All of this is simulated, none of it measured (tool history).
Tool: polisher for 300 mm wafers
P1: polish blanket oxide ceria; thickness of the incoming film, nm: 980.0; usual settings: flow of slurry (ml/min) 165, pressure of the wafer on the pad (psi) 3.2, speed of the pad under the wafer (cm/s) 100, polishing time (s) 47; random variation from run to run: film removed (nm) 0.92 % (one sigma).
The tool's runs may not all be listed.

run,hour,flow of slurry (ml/min),pressure of the wafer on the pad (psi),speed of the pad under the wafer (cm/s),polishing time (s),wafers polished on this pad,hours since the slurry nozzle was cleaned,hours since the head pressure was calibrated,film removed (nm)
1,15.9,165,3.2,100,47,822,270.5,176.3,199.19
2,31.7,255,3.2,100,47,990,286.3,192.1,210.25
3,39.9,165,1.5,100,47,1076,294.5,200.3,94.094
4,56.2,165,4,100,32,1249,310.8,216.6,171.34
5,73.1,165,3.2,100,47,1428,327.7,233.5,198.95
6,88.8,100,3.2,100,47,1594,343.4,249.2,183.1
7,97,165,3.2,100,29,1681,351.6,257.4,122.92
8,109,165,4.2,100,47,1808,363.6,269.4,257.33
9,121.7,165,3.2,44,47,1942,376.3,282.1,86.975
10,138.3,165,3.2,150,47,2118,392.9,298.7,303.07
11,150.3,165,3.2,100,47,2245,404.9,310.7,196.7
12,165.9,165,3.2,100,47,2410,420.5,326.3,198
13,183.4,165,3.2,100,47,2595,438,343.8,199.84
14,193.8,225,3.2,100,22,2705,448.4,354.2,96.934
15,202.4,165,3.2,100,66,2796,457,362.8,281.3
16,213.8,165,3.2,100,47,2917,468.4,374.2,201.6
17,222.7,240,3.2,100,66,3011,477.3,383.1,292.12

Forecast run 18:
18,231.6,165,3.2,100,47,3105,486.2,392,?

film removed (nm): 199.12
